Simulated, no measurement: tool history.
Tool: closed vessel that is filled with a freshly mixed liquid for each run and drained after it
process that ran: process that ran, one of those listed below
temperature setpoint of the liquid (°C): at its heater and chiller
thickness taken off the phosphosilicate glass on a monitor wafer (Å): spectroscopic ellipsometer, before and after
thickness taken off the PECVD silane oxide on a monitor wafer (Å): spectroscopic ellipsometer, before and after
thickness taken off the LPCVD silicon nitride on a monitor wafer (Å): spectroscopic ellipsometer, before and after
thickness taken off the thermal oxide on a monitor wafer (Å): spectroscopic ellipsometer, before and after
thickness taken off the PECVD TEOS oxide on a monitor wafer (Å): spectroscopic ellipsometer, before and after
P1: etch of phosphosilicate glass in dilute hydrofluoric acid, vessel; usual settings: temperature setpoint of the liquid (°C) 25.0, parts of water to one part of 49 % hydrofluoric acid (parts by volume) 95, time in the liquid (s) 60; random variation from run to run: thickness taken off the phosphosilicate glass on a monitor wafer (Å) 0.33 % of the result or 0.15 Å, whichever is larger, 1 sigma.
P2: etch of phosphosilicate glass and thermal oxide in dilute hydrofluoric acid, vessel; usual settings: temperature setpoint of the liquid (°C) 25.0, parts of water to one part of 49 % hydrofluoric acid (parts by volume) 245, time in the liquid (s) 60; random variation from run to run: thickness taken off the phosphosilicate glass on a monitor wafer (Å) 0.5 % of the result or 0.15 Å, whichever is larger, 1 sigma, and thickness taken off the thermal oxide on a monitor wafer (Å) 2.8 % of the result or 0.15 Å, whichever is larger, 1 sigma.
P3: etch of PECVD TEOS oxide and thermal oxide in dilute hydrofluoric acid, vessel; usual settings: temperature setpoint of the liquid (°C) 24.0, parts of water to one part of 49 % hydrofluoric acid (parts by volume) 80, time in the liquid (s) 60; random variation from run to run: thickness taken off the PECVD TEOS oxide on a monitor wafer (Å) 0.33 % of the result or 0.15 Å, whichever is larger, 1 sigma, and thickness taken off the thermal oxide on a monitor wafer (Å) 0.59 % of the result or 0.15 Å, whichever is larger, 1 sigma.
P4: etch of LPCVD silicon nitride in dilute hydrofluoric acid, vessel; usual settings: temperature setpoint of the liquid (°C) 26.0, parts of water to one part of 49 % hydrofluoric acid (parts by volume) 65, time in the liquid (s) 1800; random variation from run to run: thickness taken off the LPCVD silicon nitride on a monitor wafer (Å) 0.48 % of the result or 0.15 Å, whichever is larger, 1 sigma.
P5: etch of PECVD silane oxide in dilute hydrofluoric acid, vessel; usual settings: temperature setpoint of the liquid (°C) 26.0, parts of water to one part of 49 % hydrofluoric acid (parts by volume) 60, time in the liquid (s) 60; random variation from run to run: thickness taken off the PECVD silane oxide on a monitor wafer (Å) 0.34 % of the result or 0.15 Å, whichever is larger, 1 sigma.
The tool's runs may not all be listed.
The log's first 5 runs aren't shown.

run	hour	process that ran	temperature setpoint of the liquid (°C)	parts of water to one part of 49 % hydrofluoric acid (parts by volume)	time in the liquid (s)	thickness taken off the phosphosilicate glass on a monitor wafer (Å)	thickness taken off the PECVD silane oxide on a monitor wafer (Å)	thickness taken off the LPCVD silicon nitride on a monitor wafer (Å)	thickness taken off the thermal oxide on a monitor wafer (Å)	thickness taken off the PECVD TEOS oxide on a monitor wafer (Å)
6	75.2	P3	24.0	145	60				19.3300	47.806
# hour 76.6: thermometer replaced
7	87.4	P3	24.0	80	30				19.3210	46.754
8	96.7	P4	26.0	65	1800			149.96		
9	106.9	P1	30.5	95	60	753.26				
10	115.8	P4	26.0	65	2745			229.23		
11	123.3	P1	25.0	95	60	603.83				
12	133.5	P1	30.5	20	60	3972.30				
13	141.5	P5	26.0	110	60		91.462			
14	150.5	P2	25.0	245	60	349.04			9.8473	
15	162.2	P1	25.0	160	60	333.91				
16	171.2	P1	31.5	40	60	2009.20				
17	184.4	P1	25.0	95	60	602.39				
18	193.3	P2	25.0	245	115	671.58			18.2680	
19	201.1	P2	25.0	115	60	875.60			23.8220	
20	213.4	P1	25.0	95	60	610.64				
21	223.2	P5	26.0	60	60		179.240			
22	231.5	P4	26.0	90	1800			109.83		
23	246.0	P1	17.0	95	60	433.17				
24	260.4	P1	25.0	95	60	603.72				
25	269.6	P1	25.0	95	60	605.18				
26	282.8	P1	25.0	95	110	1108.30				
27	290.8	P5	26.0	60	120		356.020			
28	300.9	P1	25.0	95	30	302.97				
29	310.8	P3	19.5	80	60				31.1720	77.369
30	317.8	P3	24.0	80	60				37.7850	93.325

Run 31 comes next. What will it give?
31	327.6	P2	32.0	245	60	?			?	

{"run 31": {"thickness taken off the phosphosilicate glass on a monitor wafer (Å)": 448.73, "thickness taken off the thermal oxide on a monitor wafer (Å)": 12.256}}

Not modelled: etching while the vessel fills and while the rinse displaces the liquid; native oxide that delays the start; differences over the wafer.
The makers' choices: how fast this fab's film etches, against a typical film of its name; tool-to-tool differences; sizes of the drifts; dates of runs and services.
